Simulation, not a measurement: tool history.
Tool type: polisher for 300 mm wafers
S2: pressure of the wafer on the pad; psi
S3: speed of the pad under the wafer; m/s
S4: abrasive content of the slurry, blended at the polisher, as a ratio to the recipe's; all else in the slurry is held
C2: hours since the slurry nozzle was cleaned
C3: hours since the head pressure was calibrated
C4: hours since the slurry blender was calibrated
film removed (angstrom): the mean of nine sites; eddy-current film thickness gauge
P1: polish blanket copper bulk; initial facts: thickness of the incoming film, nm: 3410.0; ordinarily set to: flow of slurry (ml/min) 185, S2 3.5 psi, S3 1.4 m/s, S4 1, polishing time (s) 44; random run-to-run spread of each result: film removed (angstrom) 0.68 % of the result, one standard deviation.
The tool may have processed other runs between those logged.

{"run": 1, "hour": 2.6, "flow of slurry (ml/min)": 185, "S2": 3.5, "S3": 1.4, "S4": 1, "polishing time (s)": 44, "wafers polished on this pad": 1096, "C2": 226.2, "C3": 179.8, "C4": 186.1, "film removed (angstrom)": 5904.1}
{"run": 2, "hour": 6.1, "flow of slurry (ml/min)": 185, "S2": 4.9, "S3": 1.4, "S4": 1, "polishing time (s)": 44, "wafers polished on this pad": 1137, "C2": 229.7, "C3": 183.3, "C4": 189.6, "film removed (angstrom)": 8185.7}
{"run": 3, "hour": 9.6, "flow of slurry (ml/min)": 185, "S2": 3.5, "S3": 1.4, "S4": 1, "polishing time (s)": 44, "wafers polished on this pad": 1178, "C2": 233.2, "C3": 186.8, "C4": 193.1, "film removed (angstrom)": 5897.8}
{"run": 4, "hour": 13.9, "flow of slurry (ml/min)": 185, "S2": 3.5, "S3": 1.4, "S4": 1, "polishing time (s)": 44, "wafers polished on this pad": 1228, "C2": 237.5, "C3": 191.1, "C4": 197.4, "film removed (angstrom)": 5878.5}
{"run": 5, "hour": 17.2, "flow of slurry (ml/min)": 110, "S2": 3.5, "S3": 1.4, "S4": 1, "polishing time (s)": 44, "wafers polished on this pad": 1267, "C2": 240.8, "C3": 194.4, "C4": 200.7, "film removed (angstrom)": 5334.7}
{"run": 6, "hour": 20.0, "flow of slurry (ml/min)": 185, "S2": 3.5, "S3": 1.4, "S4": 0.65, "polishing time (s)": 44, "wafers polished on this pad": 1300, "C2": 243.6, "C3": 197.2, "C4": 203.5, "film removed (angstrom)": 5377.3}
{"run": 7, "hour": 23.6, "flow of slurry (ml/min)": 285, "S2": 3.5, "S3": 1.02, "S4": 1, "polishing time (s)": 44, "wafers polished on this pad": 1342, "C2": 247.2, "C3": 200.8, "C4": 207.1, "film removed (angstrom)": 4545.7}
{"run": 8, "hour": 26.1, "flow of slurry (ml/min)": 185, "S2": 1.6, "S3": 1.4, "S4": 1, "polishing time (s)": 44, "wafers polished on this pad": 1372, "C2": 249.7, "C3": 203.3, "C4": 209.6, "film removed (angstrom)": 2680.3}
{"run": 9, "hour": 28.9, "flow of slurry (ml/min)": 185, "S2": 3.5, "S3": 1.4, "S4": 1, "polishing time (s)": 44, "wafers polished on this pad": 1405, "C2": 252.5, "C3": 206.1, "C4": 212.4, "film removed (angstrom)": 5899.9}
{"run": 10, "hour": 33.1, "flow of slurry (ml/min)": 185, "S2": 3.5, "S3": 1.4, "S4": 1, "polishing time (s)": 24, "wafers polished on this pad": 1454, "C2": 256.7, "C3": 210.3, "C4": 216.6, "film removed (angstrom)": 3204.4}
{"run": 11, "hour": 35.8, "flow of slurry (ml/min)": 185, "S2": 3.5, "S3": 1.4, "S4": 1.45, "polishing time (s)": 44, "wafers polished on this pad": 1486, "C2": 259.4, "C3": 213, "C4": 219.3, "film removed (angstrom)": 6405.8}
{"run": 12, "hour": 38.3, "flow of slurry (ml/min)": 185, "S2": 3.5, "S3": 0.82, "S4": 1, "polishing time (s)": 44, "wafers polished on this pad": 1515, "C2": 261.9, "C3": 215.5, "C4": 221.8, "film removed (angstrom)": 3438.7}
{"run": 13, "hour": 41.5, "flow of slurry (ml/min)": 185, "S2": 3.5, "S3": 1.4, "S4": 1, "polishing time (s)": 44, "wafers polished on this pad": 1552, "C2": 265.1, "C3": 218.7, "C4": 225, "film removed (angstrom)": 5911.5}
{"hour": 45.8, "done": "slurry nozzle cleaned"}
{"run": 14, "hour": 46.0, "flow of slurry (ml/min)": 185, "S2": 2.2, "S3": 1.4, "S4": 1, "polishing time (s)": 29, "wafers polished on this pad": 1605, "C2": 0.3, "C3": 223.2, "C4": 229.5, "film removed (angstrom)": 2467.7}
{"run": 15, "hour": 48.5, "flow of slurry (ml/min)": 185, "S2": 3.5, "S3": 1.4, "S4": 1.3, "polishing time (s)": 33, "wafers polished on this pad": 1635, "C2": 2.8, "C3": 225.7, "C4": 232, "film removed (angstrom)": 4645.8}
{"run": 16, "hour": 50.9, "flow of slurry (ml/min)": 290, "S2": 3.5, "S3": 1.4, "S4": 1, "polishing time (s)": 44, "wafers polished on this pad": 1663, "C2": 5.2, "C3": 228.1, "C4": 234.4, "film removed (angstrom)": 6177.1}
{"run": 17, "hour": 53.5, "flow of slurry (ml/min)": 185, "S2": 3.5, "S3": 1.4, "S4": 1, "polishing time (s)": 66, "wafers polished on this pad": 1693, "C2": 7.8, "C3": 230.7, "C4": 237, "film removed (angstrom)": 8826.2}
{"run": 18, "hour": 56.2, "flow of slurry (ml/min)": 185, "S2": 3.5, "S3": 1.4, "S4": 1, "polishing time (s)": 44, "wafers polished on this pad": 1725, "C2": 10.5, "C3": 233.4, "C4": 239.7, "film removed (angstrom)": 5796.5}
{"run": 19, "hour": 60.7, "flow of slurry (ml/min)": 185, "S2": 3.5, "S3": 2.02, "S4": 1, "polishing time (s)": 44, "wafers polished on this pad": 1778, "C2": 15, "C3": 237.9, "C4": 244.2, "film removed (angstrom)": 8414.7}
{"run": 20, "hour": 64.5, "flow of slurry (ml/min)": 185, "S2": 3.5, "S3": 1.4, "S4": 1, "polishing time (s)": 44, "wafers polished on this pad": 1822, "C2": 18.8, "C3": 241.7, "C4": 248, "film removed (angstrom)": 5934.3}
{"run": 21, "hour": 66.6, "flow of slurry (ml/min)": 185, "S2": 3.5, "S3": 1.4, "S4": 1, "polishing time (s)": 44, "wafers polished on this pad": 1847, "C2": 20.9, "C3": 243.8, "C4": 250.1, "film removed (angstrom)": 5789.6}
{"run": 22, "hour": 70.6, "flow of slurry (ml/min)": 185, "S2": 3.5, "S3": 1.4, "S4": 1, "polishing time (s)": 44, "wafers polished on this pad": 1894, "C2": 24.9, "C3": 247.8, "C4": 254.1, "film removed (angstrom)": 5605.8}
{"run": 23, "hour": 75.0, "flow of slurry (ml/min)": 185, "S2": 3.5, "S3": 1.4, "S4": 1, "polishing time (s)": 44, "wafers polished on this pad": 1946, "C2": 29.3, "C3": 252.2, "C4": 258.5, "film removed (angstrom)": 5590.7}
{"hour": 76.8, "done": "head pressure recalibrated"}
{"run": 24, "hour": 78.9, "flow of slurry (ml/min)": 185, "S2": 3.5, "S3": 1.4, "S4": 1, "polishing time (s)": 44, "wafers polished on this pad": 1991, "C2": 33.2, "C3": 2.2, "C4": 262.4, "film removed (angstrom)": 5506.9}
{"run": 25, "hour": 81.5, "flow of slurry (ml/min)": 185, "S2": 3.5, "S3": 1.4, "S4": 1, "polishing time (s)": 44, "wafers polished on this pad": 2022, "C2": 35.8, "C3": 4.8, "C4": 265, "film removed (angstrom)": 5449.5}
{"run": 26, "hour": 85.6, "flow of slurry (ml/min)": 185, "S2": 3.5, "S3": 1.4, "S4": 1, "polishing time (s)": 44, "wafers polished on this pad": 2070, "C2": 39.9, "C3": 8.9, "C4": 269.1, "film removed (angstrom)": 5381.7}
{"hour": 86.5, "done": "worn pad replaced by a new one"}
{"run": 27, "hour": 88.4, "flow of slurry (ml/min)": 185, "S2": 3.5, "S3": 1.4, "S4": 1, "polishing time (s)": 44, "wafers polished on this pad": 22, "C2": 42.7, "C3": 11.7, "C4": 271.9, "film removed (angstrom)": 5421.6}
{"run": 28, "hour": 90.7, "flow of slurry (ml/min)": 185, "S2": 3.5, "S3": 1.4, "S4": 1, "polishing time (s)": 44, "wafers polished on this pad": 49, "C2": 45, "C3": 14, "C4": 274.2, "film removed (angstrom)": 5466.3}
{"run": 29, "hour": 93.2, "flow of slurry (ml/min)": 185, "S2": 3.5, "S3": 1.4, "S4": 1, "polishing time (s)": 44, "wafers polished on this pad": 78, "C2": 47.5, "C3": 16.5, "C4": 276.7, "film removed (angstrom)": 5445.8}
{"run": 30, "hour": 96.0, "flow of slurry (ml/min)": 185, "S2": 3.5, "S3": 1.4, "S4": 1, "polishing time (s)": 44, "wafers polished on this pad": 111, "C2": 50.3, "C3": 19.3, "C4": 279.5, "film removed (angstrom)": 5378.6}

Something has made what P1 gives creep away from where it was; the 2 causes below, each at its own stated size, fit the log equally well:
A: abrasive missing from the slurry, % = 32.4
B: slurry flow missing at the pad, % = 37.2
The creep began at about hour 64.5.
Why every other cause is out:
removal rate lost through wear of the pad, %: its service at hour 86.5 followed the start of the drift and did not put the process back to its old value
head's pressure below its setpoint, %: its service at hour 76.8 followed the start of the drift and did not put the process back to its old value

4 check runs are offered, each on 2 wafers whose results are averaged, their results left as question marks. Which one tells the causes apart?
{"run": "check 1", "hour": 98.8, "flow of slurry (ml/min)": 185, "S2": 2.3, "S3": 1.4, "S4": 1, "polishing time (s)": 44, "film removed (angstrom)": "?"}
{"run": "check 2", "hour": 98.8, "flow of slurry (ml/min)": 120, "S2": 2.4, "S3": 1.4, "S4": 1, "polishing time (s)": 44, "film removed (angstrom)": "?"}
{"run": "check 3", "hour": 98.8, "flow of slurry (ml/min)": 185, "S2": 3.5, "S3": 1.4, "S4": 1.35, "polishing time (s)": 44, "film removed (angstrom)": "?"}
{"run": "check 4", "hour": 98.8, "flow of slurry (ml/min)": 185, "S2": 2.3, "S3": 1.4, "S4": 1.3, "polishing time (s)": 44, "film removed (angstrom)": "?"}

Predicted outcomes, by check and by cause:
check=check_1 result=film_removed_(angstrom) if_A=3559 if_B=3558.7
check=check_2 result=film_removed_(angstrom) if_A=3445 if_B=3313.2
check=check_3 result=film_removed_(angstrom) if_A=5764.8 if_B=5781.7
check=check_4 result=film_removed_(angstrom) if_A=3758.2 if_B=3767.8
How far apart the two closest causes lie, in the result that separates them most: check 1 0.01 %; check 2 3.9 %; check 3 0.29 %; check 4 0.25 %
Only check 2 tells the causes apart: in the others they would give nearly the same result.

Then check 2 was run and gave: film removed (angstrom) 3448.9. Which cause is it?

The correct cause is A, namely: abrasive missing from the slurry, %.

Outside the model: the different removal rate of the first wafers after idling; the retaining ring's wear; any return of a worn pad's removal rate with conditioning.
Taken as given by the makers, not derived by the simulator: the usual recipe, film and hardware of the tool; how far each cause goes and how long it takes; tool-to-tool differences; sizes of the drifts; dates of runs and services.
